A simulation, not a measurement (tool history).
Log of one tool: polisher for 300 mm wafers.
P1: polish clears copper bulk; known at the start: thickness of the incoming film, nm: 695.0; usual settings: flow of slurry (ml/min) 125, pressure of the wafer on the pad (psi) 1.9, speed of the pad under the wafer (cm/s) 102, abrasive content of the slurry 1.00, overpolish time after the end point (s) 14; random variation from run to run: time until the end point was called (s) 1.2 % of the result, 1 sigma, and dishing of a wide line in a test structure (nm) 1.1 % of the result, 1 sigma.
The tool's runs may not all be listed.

run	hour	flow of slurry (ml/min)	pressure of the wafer on the pad (psi)	speed of the pad under the wafer (cm/s)	abrasive content of the slurry	overpolish time after the end point (s)	time until the end point was called (s)	dishing of a wide line in a test structure (nm)
1	4.2	125	1.9	102	1.00	14	122.590	47.026
2	8.9	125	1.9	158	1.00	14	79.946	61.901
3	17.0	125	1.9	102	1.00	14	123.770	47.378
4	21.9	125	1.9	102	0.50	14	140.960	42.431
5	29.8	125	1.3	102	0.70	14	193.930	33.061
6	37.2	125	1.9	102	1.00	14	122.730	47.064
7	45.3	125	1.9	102	1.00	14	121.750	47.622
8	53.5	125	1.9	102	1.25	14	116.510	49.383
9	58.0	125	1.9	102	1.00	27	122.330	67.982
10	62.2	125	3.0	102	1.00	14	78.252	65.751
11	70.1	75	1.9	102	1.00	14	139.270	43.259
12	76.6	170	1.9	102	1.00	14	115.700	48.330
13	84.7	155	1.0	102	1.00	14	225.220	28.466
14	90.7	125	1.9	102	1.00	8	122.930	30.492
15	95.2	125	1.9	62	1.00	14	198.670	32.698
16	100.7	125	0.9	102	1.00	14	260.000	25.459
17	108.9	125	1.9	102	1.00	14	121.420	46.731

Run 18 comes next. What will it give?
18	113.3	125	1.9	102	1.00	14	?	?

Run 18 gave time until the end point was called (s) 125.260, dishing of a wide line in a test structure (nm) 46.097.
